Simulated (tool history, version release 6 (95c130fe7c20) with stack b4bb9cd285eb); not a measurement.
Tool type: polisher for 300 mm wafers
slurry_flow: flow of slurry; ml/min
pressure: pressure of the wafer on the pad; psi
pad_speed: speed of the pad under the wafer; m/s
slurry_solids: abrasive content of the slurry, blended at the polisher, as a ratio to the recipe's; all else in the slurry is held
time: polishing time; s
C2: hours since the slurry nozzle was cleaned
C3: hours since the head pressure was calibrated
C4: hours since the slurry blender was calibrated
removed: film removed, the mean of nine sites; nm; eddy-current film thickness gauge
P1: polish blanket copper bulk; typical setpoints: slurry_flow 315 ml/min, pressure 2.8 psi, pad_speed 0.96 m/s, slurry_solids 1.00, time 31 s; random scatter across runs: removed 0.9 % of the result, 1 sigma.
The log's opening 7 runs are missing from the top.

Run 8, hour 99.8: slurry_flow 440 ml/min, pressure 2.8 psi, pad_speed 0.96 m/s, slurry_solids 1.00, time 31 s; wafers polished on this pad 1773; C2 312.2; C3 445.5; C4 206.8. Result: removed 263.29 nm.
Run 9, hour 108.8: slurry_flow 315 ml/min, pressure 2.8 psi, pad_speed 0.96 m/s, slurry_solids 0.50, time 31 s; wafers polished on this pad 1900; C2 321.2; C3 454.5; C4 215.8. Result: removed 219.05 nm.
Run 10, hour 123.7: slurry_flow 315 ml/min, pressure 1.6 psi, pad_speed 0.96 m/s, slurry_solids 0.80, time 31 s; wafers polished on this pad 2110; C2 336.1; C3 469.4; C4 230.7. Result: removed 138.97 nm.
Run 11, hour 137.7: slurry_flow 315 ml/min, pressure 2.8 psi, pad_speed 0.44 m/s, slurry_solids 1.00, time 31 s; wafers polished on this pad 2307; C2 350.1; C3 483.4; C4 244.7. Result: removed 117.14 nm.
Run 12, hour 153.4: slurry_flow 315 ml/min, pressure 2.8 psi, pad_speed 0.96 m/s, slurry_solids 1.00, time 31 s; wafers polished on this pad 2529; C2 365.8; C3 499.1; C4 260.4. Result: removed 258.88 nm.
Run 13, hour 170.4: slurry_flow 190 ml/min, pressure 2.8 psi, pad_speed 0.96 m/s, slurry_solids 1.00, time 31 s; wafers polished on this pad 2769; C2 382.8; C3 516.1; C4 277.4. Result: removed 245.37 nm.
Run 14, hour 179.7: slurry_flow 315 ml/min, pressure 2.8 psi, pad_speed 0.96 m/s, slurry_solids 1.00, time 31 s; wafers polished on this pad 2900; C2 392.1; C3 525.4; C4 286.7. Result: removed 253.71 nm.
Run 15, hour 193.1: slurry_flow 315 ml/min, pressure 2.8 psi, pad_speed 0.96 m/s, slurry_solids 1.00, time 31 s; wafers polished on this pad 3089; C2 405.5; C3 538.8; C4 300.1. Result: removed 255.13 nm.
Run 16, hour 200.6: slurry_flow 315 ml/min, pressure 2.8 psi, pad_speed 0.96 m/s, slurry_solids 1.00, time 39 s; wafers polished on this pad 3194; C2 413.0; C3 546.3; C4 307.6. Result: removed 324.48 nm.
Run 17, hour 212.9: slurry_flow 315 ml/min, pressure 2.8 psi, pad_speed 0.96 m/s, slurry_solids 1.35, time 31 s; wafers polished on this pad 3368; C2 425.3; C3 558.6; C4 319.9. Result: removed 276.54 nm.
Run 18, hour 222.5: slurry_flow 315 ml/min, pressure 2.8 psi, pad_speed 0.96 m/s, slurry_solids 1.00, time 21 s; wafers polished on this pad 3503; C2 434.9; C3 568.2; C4 329.5. Result: removed 173.64 nm.
Run 19, hour 231.3: slurry_flow 315 ml/min, pressure 2.8 psi, pad_speed 1.34 m/s, slurry_solids 1.00, time 31 s; wafers polished on this pad 3627; C2 443.7; C3 577.0; C4 338.3. Result: removed 359.63 nm.
Run 20, hour 241.1: slurry_flow 315 ml/min, pressure 2.8 psi, pad_speed 0.96 m/s, slurry_solids 1.00, time 31 s; wafers polished on this pad 3766; C2 453.5; C3 586.8; C4 348.1. Result: removed 254.58 nm.
Run 21, hour 252.5: slurry_flow 315 ml/min, pressure 2.8 psi, pad_speed 0.96 m/s, slurry_solids 1.00, time 31 s; wafers polished on this pad 3926; C2 464.9; C3 598.2; C4 359.5. Result: removed 259.30 nm.
Run 22, hour 264.4: slurry_flow 315 ml/min, pressure 2.8 psi, pad_speed 0.96 m/s, slurry_solids 1.00, time 31 s; wafers polished on this pad 4094; C2 476.8; C3 610.1; C4 371.4. Result: removed 255.43 nm.
Run 23, hour 275.6: slurry_flow 315 ml/min, pressure 2.8 psi, pad_speed 0.96 m/s, slurry_solids 1.00, time 31 s; wafers polished on this pad 4252; C2 488.0; C3 621.3; C4 382.6. Result: removed 250.64 nm.
Run 24, hour 286.8: slurry_flow 315 ml/min, pressure 2.8 psi, pad_speed 0.96 m/s, slurry_solids 1.00, time 31 s; wafers polished on this pad 4410; C2 499.2; C3 632.5; C4 393.8. Result: removed 249.92 nm.
Run 25, hour 298.4: slurry_flow 315 ml/min, pressure 2.8 psi, pad_speed 0.96 m/s, slurry_solids 1.00, time 31 s; wafers polished on this pad 4574; C2 510.8; C3 644.1; C4 405.4. Result: removed 248.63 nm.
At hour 309.7: head pressure recalibrated.
Run 26, hour 311.4: slurry_flow 315 ml/min, pressure 2.8 psi, pad_speed 0.96 m/s, slurry_solids 1.00, time 31 s; wafers polished on this pad 4757; C2 523.8; C3 1.7; C4 418.4. Result: removed 245.31 nm.
Run 27, hour 324.9: slurry_flow 315 ml/min, pressure 2.8 psi, pad_speed 0.96 m/s, slurry_solids 1.00, time 31 s; wafers polished on this pad 4948; C2 537.3; C3 15.2; C4 431.9. Result: removed 244.02 nm.
Run 28, hour 333.9: slurry_flow 315 ml/min, pressure 2.8 psi, pad_speed 0.96 m/s, slurry_solids 1.00, time 31 s; wafers polished on this pad 5075; C2 546.3; C3 24.2; C4 440.9. Result: removed 243.66 nm.
Run 29, hour 342.0: slurry_flow 315 ml/min, pressure 2.8 psi, pad_speed 0.96 m/s, slurry_solids 1.00, time 31 s; wafers polished on this pad 5189; C2 554.4; C3 32.3; C4 449.0. Result: removed 245.73 nm.
At hour 344.8: worn pad replaced by a new one.
Run 30, hour 357.2: slurry_flow 315 ml/min, pressure 2.8 psi, pad_speed 0.96 m/s, slurry_solids 1.00, time 31 s; wafers polished on this pad 175; C2 569.6; C3 47.5; C4 464.2. Result: removed 240.29 nm.

Run 31 is up next; what results do you expect?
Run 31, hour 373.7: slurry_flow 315 ml/min, pressure 2.8 psi, pad_speed 0.96 m/s, slurry_solids 1.00, time 31 s; wafers polished on this pad 408; C2 586.1; C3 64.0; C4 480.7. Result: removed ?.

removed: 243.22 nm
